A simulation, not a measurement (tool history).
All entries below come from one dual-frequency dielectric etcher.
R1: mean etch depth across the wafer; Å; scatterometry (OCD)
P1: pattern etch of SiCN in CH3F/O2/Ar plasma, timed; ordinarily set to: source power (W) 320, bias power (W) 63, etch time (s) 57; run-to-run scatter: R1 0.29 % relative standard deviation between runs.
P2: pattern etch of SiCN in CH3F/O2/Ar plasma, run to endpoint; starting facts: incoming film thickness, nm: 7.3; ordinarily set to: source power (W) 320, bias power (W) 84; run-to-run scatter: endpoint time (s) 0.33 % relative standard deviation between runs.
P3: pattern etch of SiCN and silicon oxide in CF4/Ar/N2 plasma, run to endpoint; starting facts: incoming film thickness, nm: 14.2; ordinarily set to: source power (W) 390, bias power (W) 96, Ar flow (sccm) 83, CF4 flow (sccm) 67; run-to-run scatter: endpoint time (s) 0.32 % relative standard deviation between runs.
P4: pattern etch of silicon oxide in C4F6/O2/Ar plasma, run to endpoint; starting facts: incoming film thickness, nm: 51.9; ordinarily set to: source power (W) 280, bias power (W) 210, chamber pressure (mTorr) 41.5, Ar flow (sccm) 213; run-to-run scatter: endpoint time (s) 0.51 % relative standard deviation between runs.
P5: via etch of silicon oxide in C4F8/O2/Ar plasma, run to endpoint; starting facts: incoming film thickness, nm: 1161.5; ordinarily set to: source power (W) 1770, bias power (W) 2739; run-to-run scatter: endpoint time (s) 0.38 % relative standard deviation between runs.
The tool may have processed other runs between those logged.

{"run": 1, "hour": 7.0, "process that ran": "P1", "source power (W)": 320, "bias power (W)": 63, "etch time (s)": 57, "R1": 183.21}
{"run": 2, "hour": 13.8, "process that ran": "P3", "source power (W)": 510, "bias power (W)": 96, "Ar flow (sccm)": 83, "CF4 flow (sccm)": 67, "endpoint time (s)": 13.234}
{"run": 3, "hour": 20.3, "process that ran": "P5", "source power (W)": 1770, "bias power (W)": 2739, "endpoint time (s)": 218.66}
{"run": 4, "hour": 25.8, "process that ran": "P4", "source power (W)": 280, "bias power (W)": 258, "Ar flow (sccm)": 213, "chamber pressure (mTorr)": 41.5, "endpoint time (s)": 16.75}
{"run": 5, "hour": 31.9, "process that ran": "P5", "source power (W)": 2310, "bias power (W)": 2739, "endpoint time (s)": 198.33}
{"run": 6, "hour": 40.9, "process that ran": "P1", "source power (W)": 320, "bias power (W)": 63, "etch time (s)": 57, "R1": 182.12}
{"run": 7, "hour": 44.9, "process that ran": "P4", "source power (W)": 370, "bias power (W)": 210, "Ar flow (sccm)": 213, "chamber pressure (mTorr)": 41.5, "endpoint time (s)": 15.932}
{"run": 8, "hour": 52.0, "process that ran": "P3", "source power (W)": 390, "bias power (W)": 96, "Ar flow (sccm)": 61, "CF4 flow (sccm)": 67, "endpoint time (s)": 16.069}
{"run": 9, "hour": 56.3, "process that ran": "P2", "source power (W)": 190, "bias power (W)": 84, "endpoint time (s)": 24.664}
{"run": 10, "hour": 60.9, "process that ran": "P3", "source power (W)": 390, "bias power (W)": 96, "Ar flow (sccm)": 83, "CF4 flow (sccm)": 67, "endpoint time (s)": 16.707}
{"run": 11, "hour": 67.1, "process that ran": "P4", "source power (W)": 280, "bias power (W)": 210, "Ar flow (sccm)": 272, "chamber pressure (mTorr)": 41.5, "endpoint time (s)": 18.324}
{"run": 12, "hour": 73.8, "process that ran": "P1", "source power (W)": 190, "bias power (W)": 44, "etch time (s)": 57, "R1": 132.37}
{"run": 13, "hour": 80.9, "process that ran": "P1", "source power (W)": 320, "bias power (W)": 48, "etch time (s)": 57, "R1": 165.66}
{"run": 14, "hour": 88.1, "process that ran": "P1", "source power (W)": 320, "bias power (W)": 63, "etch time (s)": 38.5, "R1": 123.04}
{"run": 15, "hour": 94.7, "process that ran": "P1", "source power (W)": 320, "bias power (W)": 85, "etch time (s)": 57, "R1": 202.71}
{"run": 16, "hour": 101.0, "process that ran": "P1", "source power (W)": 320, "bias power (W)": 63, "etch time (s)": 57, "R1": 182.22}
{"run": 17, "hour": 107.8, "process that ran": "P5", "source power (W)": 1770, "bias power (W)": 2739, "endpoint time (s)": 220.69}
{"run": 18, "hour": 112.0, "process that ran": "P1", "source power (W)": 320, "bias power (W)": 63, "etch time (s)": 57, "R1": 181.73}
{"run": 19, "hour": 117.0, "process that ran": "P3", "source power (W)": 390, "bias power (W)": 96, "Ar flow (sccm)": 83, "CF4 flow (sccm)": 67, "endpoint time (s)": 16.802}
{"run": 20, "hour": 124.5, "process that ran": "P2", "source power (W)": 320, "bias power (W)": 84, "endpoint time (s)": 20.248}
{"run": 21, "hour": 132.4, "process that ran": "P3", "source power (W)": 390, "bias power (W)": 59, "Ar flow (sccm)": 83, "CF4 flow (sccm)": 67, "endpoint time (s)": 19.718}
{"run": 22, "hour": 137.6, "process that ran": "P1", "source power (W)": 320, "bias power (W)": 63, "etch time (s)": 57, "R1": 182.04}
{"run": 23, "hour": 142.3, "process that ran": "P1", "source power (W)": 250, "bias power (W)": 63, "etch time (s)": 57, "R1": 165.3}
{"run": 24, "hour": 148.9, "process that ran": "P4", "source power (W)": 280, "bias power (W)": 210, "Ar flow (sccm)": 213, "chamber pressure (mTorr)": 49.5, "endpoint time (s)": 18.249}
{"run": 25, "hour": 155.1, "process that ran": "P2", "source power (W)": 320, "bias power (W)": 105, "endpoint time (s)": 18.714}

Forecast run 26:
{"run": 26, "hour": 162.8, "process that ran": "P3", "source power (W)": 390, "bias power (W)": 96, "Ar flow (sccm)": 83, "CF4 flow (sccm)": 90, "endpoint time (s)": "?"}

Run 26 yielded endpoint time (s) 16.152.

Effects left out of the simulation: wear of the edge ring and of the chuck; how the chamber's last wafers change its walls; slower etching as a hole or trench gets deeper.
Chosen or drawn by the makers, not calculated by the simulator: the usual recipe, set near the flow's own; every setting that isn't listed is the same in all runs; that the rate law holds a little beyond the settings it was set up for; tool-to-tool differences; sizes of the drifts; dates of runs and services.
